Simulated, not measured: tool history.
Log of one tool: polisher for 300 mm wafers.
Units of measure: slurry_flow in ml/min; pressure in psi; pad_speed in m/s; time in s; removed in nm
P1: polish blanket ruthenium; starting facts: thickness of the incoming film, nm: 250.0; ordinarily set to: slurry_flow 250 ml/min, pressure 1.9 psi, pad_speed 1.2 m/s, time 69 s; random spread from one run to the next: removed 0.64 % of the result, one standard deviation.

| run | hour | slurry_flow | pressure | pad_speed | time | wafers polished on this pad | hours since the slurry nozzle was cleaned | hours since the head pressure was calibrated | removed |
|---|---|---|---|---|---|---|---|---|---|
| 1 | 8.4 | 250 | 1.9 | 1.2 | 69 | 401 | 186.7 | 621.5 | 87.824 |
| 2 | 13.4 | 190 | 2.8 | 1.2 | 69 | 458 | 191.7 | 626.5 | 123.84 |
| 3 | 21.8 | 250 | 1 | 1.2 | 69 | 553 | 200.1 | 634.9 | 45.889 |
| 4 | 30.1 | 250 | 1.9 | 1.2 | 102 | 647 | 208.4 | 643.2 | 130.23 |
| 5 | 37.3 | 150 | 1.9 | 1.2 | 69 | 728 | 215.6 | 650.4 | 81.214 |
| 6 | 42.4 | 150 | 1.9 | 1.2 | 98 | 786 | 220.7 | 655.5 | 115.41 |
| 7 | 50 | 250 | 1.9 | 0.62 | 69 | 872 | 228.3 | 663.1 | 45.555 |
| 8 | 60.4 | 350 | 1.9 | 1.2 | 69 | 990 | 238.7 | 673.5 | 89.506 |
| 9 | 65.2 | 250 | 1.9 | 1.2 | 69 | 1044 | 243.5 | 678.3 | 86.944 |
| 10 | 74.8 | 250 | 1.4 | 1.2 | 91 | 1153 | 253.1 | 687.9 | 84.473 |
|  | 76.7 | worn pad replaced by a new one |
| 11 | 84.6 | 250 | 1.9 | 1.2 | 69 | 90 | 262.9 | 697.7 | 87.831 |
| 12 | 90.5 | 250 | 1.9 | 1.2 | 34 | 157 | 268.8 | 703.6 | 42.78 |
| 13 | 100.7 | 250 | 1.9 | 1.2 | 69 | 272 | 279 | 713.8 | 87.461 |
| 14 | 107.4 | 250 | 1.9 | 1.86 | 69 | 348 | 285.7 | 720.5 | 135.88 |
| 15 | 116 | 250 | 3 | 1.2 | 69 | 446 | 294.3 | 729.1 | 137.56 |
| 16 | 120.7 | 250 | 1.9 | 1.2 | 69 | 499 | 299 | 733.8 | 87.348 |
| 17 | 127.5 | 250 | 1.9 | 1.2 | 69 | 576 | 305.8 | 740.6 | 87.082 |
| 18 | 132 | 250 | 1.9 | 1.2 | 69 | 627 | 310.3 | 745.1 | 87.665 |
| 19 | 141.6 | 250 | 1.9 | 1.2 | 69 | 735 | 319.9 | 754.7 | 84.872 |
| 20 | 151.4 | 250 | 1.9 | 1.2 | 69 | 846 | 329.7 | 764.5 | 84.701 |
| 21 | 160.2 | 250 | 1.9 | 1.2 | 69 | 946 | 338.5 | 773.3 | 83.298 |
| 22 | 168.7 | 250 | 1.9 | 1.2 | 69 | 1042 | 347 | 781.8 | 83.573 |
|  | 169.4 | worn pad replaced by a new one |
| 23 | 179 | 250 | 1.9 | 1.2 | 69 | 109 | 357.3 | 792.1 | 83.165 |
| 24 | 187.8 | 250 | 1.9 | 1.2 | 69 | 209 | 366.1 | 800.9 | 82.964 |

What P1 gives has crept off from where it sat before. The 2 causes that follow fit the log equally well, each at the size noted:
A: head's pressure below its setpoint, % = 5.28
B: slurry flow missing at the pad, % = 33.9
The onset of the drift is placed at about hour 127.5.
Why every other cause is out:
removal rate lost through wear of the pad, %: work on it at hour 169.4, done after the drift set in, did not restore what the process gave before

The list below offers 4 check runs, each averaging the results of 3 wafers, and shows each result as a question mark. For which of them would the listed causes give clearly different results?
| check 1 | 196.6 | 250 | 3 | 1.2 | 69 |  |  |  | ? |
| check 2 | 196.6 | 250 | 1.9 | 1.84 | 40 |  |  |  | ? |
| check 3 | 196.6 | 250 | 2.5 | 0.66 | 69 |  |  |  | ? |
| check 4 | 196.6 | 155 | 1.9 | 1.2 | 69 |  |  |  | ? |

Outcome of each check run for each possible cause:
| check | result | if A | if B |
|---|---|---|---|
| check 1 | removed | 131.13 | 131.12 |
| check 2 | removed | 73.819 | 73.818 |
| check 3 | removed | 60.099 | 60.099 |
| check 4 | removed | 77.844 | 75.535 |
Smallest distance between any two causes, each pair judged by its most separating result, in per cent: check 1 0 %; check 2 0 %; check 3 0 %; check 4 3.01 %
The other checks would show nearly matching results whichever cause is true, so check 4 is the only one that separates the causes.

Then check 4 was run and gave: removed 75.3 nm. Which cause is it?

It is B: slurry flow missing at the pad, %.
